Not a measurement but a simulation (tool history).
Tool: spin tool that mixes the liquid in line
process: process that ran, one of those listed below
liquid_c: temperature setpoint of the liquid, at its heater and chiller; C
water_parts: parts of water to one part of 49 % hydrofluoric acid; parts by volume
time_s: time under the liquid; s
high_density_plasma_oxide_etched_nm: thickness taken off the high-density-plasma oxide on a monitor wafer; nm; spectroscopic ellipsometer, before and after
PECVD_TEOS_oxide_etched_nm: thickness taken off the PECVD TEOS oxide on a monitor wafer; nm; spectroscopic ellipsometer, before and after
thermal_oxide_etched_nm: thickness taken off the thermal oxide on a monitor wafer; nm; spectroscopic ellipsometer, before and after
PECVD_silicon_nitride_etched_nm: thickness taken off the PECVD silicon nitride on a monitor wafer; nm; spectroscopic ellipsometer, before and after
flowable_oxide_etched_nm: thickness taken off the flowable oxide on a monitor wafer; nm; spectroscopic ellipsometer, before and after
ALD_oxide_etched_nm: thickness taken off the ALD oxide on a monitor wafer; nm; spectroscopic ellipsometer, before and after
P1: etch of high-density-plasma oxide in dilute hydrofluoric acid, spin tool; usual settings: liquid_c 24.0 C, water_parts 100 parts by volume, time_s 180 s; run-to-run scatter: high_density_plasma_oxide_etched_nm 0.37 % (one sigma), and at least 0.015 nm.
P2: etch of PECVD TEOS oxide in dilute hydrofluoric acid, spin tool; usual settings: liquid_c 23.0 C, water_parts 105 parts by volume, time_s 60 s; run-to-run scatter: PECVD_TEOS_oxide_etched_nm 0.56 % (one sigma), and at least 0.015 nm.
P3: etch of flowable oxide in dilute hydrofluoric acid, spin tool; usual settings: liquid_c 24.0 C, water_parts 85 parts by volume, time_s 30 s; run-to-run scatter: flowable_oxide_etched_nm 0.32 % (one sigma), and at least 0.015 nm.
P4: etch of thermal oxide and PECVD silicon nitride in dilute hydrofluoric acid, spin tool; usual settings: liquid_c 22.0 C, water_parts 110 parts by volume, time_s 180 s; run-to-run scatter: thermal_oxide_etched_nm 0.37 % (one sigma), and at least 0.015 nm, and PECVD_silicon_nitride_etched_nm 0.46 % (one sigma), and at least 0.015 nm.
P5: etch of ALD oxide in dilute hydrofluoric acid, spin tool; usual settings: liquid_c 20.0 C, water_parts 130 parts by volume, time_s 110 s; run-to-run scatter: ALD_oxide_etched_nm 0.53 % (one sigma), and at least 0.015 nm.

run   hour  process  liquid_c  water_parts  time_s  hours since the thermometer was replaced  hours since the hydrofluoric acid flow meter was replaced  high_density_plasma_oxide_etched_nm  PECVD_TEOS_oxide_etched_nm  thermal_oxide_etched_nm  PECVD_silicon_nitride_etched_nm  flowable_oxide_etched_nm  ALD_oxide_etched_nm
  1   16.4       P1      24.0          100     180                                     497.4                                                      246.7                               9.8307
  2   24.5       P2      23.0          105      60                                     505.5                                                      254.8                                                           8.5139
  3   35.3       P2      23.0           65      60                                     516.3                                                      265.6                                                          14.3270
  4   49.9       P4      22.0          110     180                                     530.9                                                      280.2                                                                                    7.7527                           4.7839
  5   60.8       P1      24.0          100     325                                     541.8                                                      291.1                              17.6220
  6   69.6       P3      24.0          150      30                                     550.6                                                      299.9                                                                                                                                               6.9410
  7   79.7       P5      20.0          130     110                                     560.7                                                      310.0                                                                                                                                                                    21.881
  8   91.4       P4      22.0          110      50                                     572.4                                                      321.7                                                                                    2.1542                           1.3388
  9  100.2       P1      24.0          100     180                                     581.2                                                      330.5                               9.8222
 10  115.6       P1      28.5          100      30                                     596.6                                                      345.9                               1.9420
 11  131.6       P1      24.0          100     180                                     612.6                                                      361.9                               9.8660
 12  142.4       P1      24.0          100     180                                     623.4                                                      372.7                               9.8485
     156.4  -- thermometer replaced
 13  157.5       P1      24.0           40     180                                       1.2                                                      387.8                              26.3870
 14  166.3       P5      20.0          130     185                                      10.0                                                      396.6                                                                                                                                                                    36.762
 15  180.6       P4      29.5          110     180                                      24.3                                                      410.9                                                                                   10.3540                           7.6464
 16  189.7       P1      24.0          100     180                                      33.4                                                      420.0                               9.8199
 17  200.1       P4      22.0          110     180                                      43.8                                                      430.4                                                                                    7.7641                           4.7564
 18  207.9       P1      20.5          170     180                                      51.6                                                      438.2                               4.6486
 19  216.0       P2      27.5          105      60                                      59.7                                                      446.3                                                          10.2230
 20  232.0       P2      23.0          105      25                                      75.7                                                      462.3                                                           3.5258
 21  247.1       P3      24.0           85      30                                      90.8                                                      477.4                                                                                                                                              13.2910
 22  257.2       P1      24.0          100      25                                     100.9                                                      487.5                               1.3617
 23  268.2       P1      24.0          175     180                                     111.9                                                      498.5                               5.1025
 24  275.9       P4      22.0           55     180                                     119.6                                                      506.2                                                                                   16.5760                           9.2933
 25  283.5       P5      20.0          130     110                                     127.2                                                      513.8                                                                                                                                                                    21.612
 26  292.2       P3      24.0           85      15                                     135.9                                                      522.5                                                                                                                                               6.6575
 27  305.9       P1      20.5          100     180                                     149.6                                                      536.2                               8.5287
 28  316.6       P5      27.5          130     110                                     160.3                                                      546.9                                                                                                                                                                    28.893
 29  324.4       P1      24.0          100     180                                     168.1                                                      554.7                               9.7714
 30  337.8       P1      31.5          100     180                                     181.5                                                      568.1                              12.9920
 31  346.6       P5      20.0          230     110                                     190.3                                                      576.9                                                                                                                                                                    11.140
 32  357.1       P3      18.0           85      30                                     200.8                                                      587.4                                                                                                                                              10.3350
 33  370.4       P1      24.0          100     180                                     214.1                                                      600.7                               9.7538
 34  382.2       P1      24.0          100     180                                     225.9                                                      612.5                              10.0510
 35  391.3       P1      24.0          100     180                                     235.0                                                      621.6                              10.1590
 36  402.2       P1      24.0          100     180                                     245.9                                                      632.5                              10.3290
 37  413.2       P1      24.0          100     180                                     256.9                                                      643.5                              10.4170
 38  422.1       P1      24.0          100     180                                     265.8                                                      652.4                              10.4430
 39  431.3       P1      24.0          100     180                                     275.0                                                      661.6                              10.4310
 40  441.7       P1      24.0          100     180                                     285.4                                                      672.0                              10.4390
 41  452.4       P1      24.0          100     180                                     296.1                                                      682.7                              10.4870
 42  466.4       P1      24.0          100     180                                     310.1                                                      696.7                              10.5240
 43  475.4       P1      24.0          100     180                                     319.1                                                      705.7                              10.4180

What P1 gives has crept away from where it was. These 2 causes fit the log equally well, each at the size given:
A: hydrofluoric acid flow above the setpoint (%) = 6.5
B: liquid hotter than its thermometer reads (K) = 1.8
The creep began at about hour 370.4.

4 check runs are offered, one wafer each, their results left as question marks. Which one tells the causes apart?
check 1  484.4       P3      24.0           85      30                                                                                                                                                                                                                                                         ?
check 2  484.4       P4      22.0          110     180                                                                                                                                                                                              ?                                ?
check 3  484.4       P2      23.0          105      60                                                                                                                                                                     ?
check 4  484.4       P5      20.0          130     110                                                                                                                                                                                                                                                                              ?

What each check would give under each cause:
  check                           result     if A     if B
check 1         flowable_oxide_etched_nm  14.2200  14.2480
check 2          thermal_oxide_etched_nm   8.3355   8.3421
check 2  PECVD_silicon_nitride_etched_nm   5.0359   5.3334
check 3       PECVD_TEOS_oxide_etched_nm   9.0731   9.0772
check 4              ALD_oxide_etched_nm   23.328   23.338
How far apart the two closest causes lie, in the result that separates them most: check 1 0.2 %; check 2 5.74 %; check 3 0.05 %; check 4 0.04 %
Check 2 tells the causes apart: in the others they would give nearly the same result.

Check 2 was then run and gave: thermal_oxide_etched_nm 8.2599 nm; PECVD_silicon_nitride_etched_nm 5.3452 nm. Which cause is it?

It is B: liquid hotter than its thermometer reads (K).
